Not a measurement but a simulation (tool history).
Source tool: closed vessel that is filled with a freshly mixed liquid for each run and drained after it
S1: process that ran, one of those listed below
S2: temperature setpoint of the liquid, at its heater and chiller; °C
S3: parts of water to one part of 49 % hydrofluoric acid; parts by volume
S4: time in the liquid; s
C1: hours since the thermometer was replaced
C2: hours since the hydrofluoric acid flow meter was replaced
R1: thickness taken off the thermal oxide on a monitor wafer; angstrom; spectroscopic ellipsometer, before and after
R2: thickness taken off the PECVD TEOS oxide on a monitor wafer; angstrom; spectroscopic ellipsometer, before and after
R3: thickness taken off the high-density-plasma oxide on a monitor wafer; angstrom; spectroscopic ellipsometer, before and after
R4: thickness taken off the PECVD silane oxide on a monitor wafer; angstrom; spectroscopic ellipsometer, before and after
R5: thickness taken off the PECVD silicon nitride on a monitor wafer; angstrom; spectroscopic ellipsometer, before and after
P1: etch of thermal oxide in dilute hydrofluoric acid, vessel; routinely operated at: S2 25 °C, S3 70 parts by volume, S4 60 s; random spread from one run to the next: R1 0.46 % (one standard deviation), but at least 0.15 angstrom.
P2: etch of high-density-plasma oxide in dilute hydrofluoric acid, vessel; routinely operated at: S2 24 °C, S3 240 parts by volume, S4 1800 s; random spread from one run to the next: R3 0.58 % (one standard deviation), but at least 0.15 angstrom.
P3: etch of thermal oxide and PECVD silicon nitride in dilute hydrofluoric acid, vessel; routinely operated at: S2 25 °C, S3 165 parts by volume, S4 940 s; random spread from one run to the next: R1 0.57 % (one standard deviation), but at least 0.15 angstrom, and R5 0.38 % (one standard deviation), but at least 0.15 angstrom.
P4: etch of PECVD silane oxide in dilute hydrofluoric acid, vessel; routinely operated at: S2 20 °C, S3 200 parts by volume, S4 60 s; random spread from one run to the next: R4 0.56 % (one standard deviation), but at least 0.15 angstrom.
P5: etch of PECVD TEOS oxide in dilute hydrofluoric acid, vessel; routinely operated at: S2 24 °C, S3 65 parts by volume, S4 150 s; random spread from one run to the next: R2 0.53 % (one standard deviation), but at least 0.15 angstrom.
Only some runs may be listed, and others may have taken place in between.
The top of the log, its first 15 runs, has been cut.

run,day,S1,S2,S3,S4,C1,C2,R1,R2,R3,R4,R5
16,6.875,P1,25,70,60,850.5,497.3,45.314,,,,
17,7.275,P2,24,45,1800,860.1,506.9,,,2178.9,,
18,7.625,P1,25,70,60,868.5,515.3,45.206,,,,
19,8.162,P1,17,70,30,881.4,528.2,16.626,,,,
20,8.571,P1,25,70,60,891.2,538,45.318,,,,
21,9.021,P5,17,65,150,902,548.8,,154.14,,,
22,9.504,P4,20,200,60,913.6,560.4,,,,63.467,
23,9.821,P1,25,25,60,921.2,568,134.67,,,,
24,10.346,P2,18.5,240,1800,933.8,580.6,,,260.72,,
25,10.779,P1,25,70,30,944.2,591,22.954,,,,
26,11.071,P2,24,240,3165,951.2,598,,,565.11,,

Run 27, settings as shown, results not yet in. Your forecast:
27,11.529,P4,20,200,60,962.2,609,,,,?,

Run 27 came out at R4 62.941 angstrom.
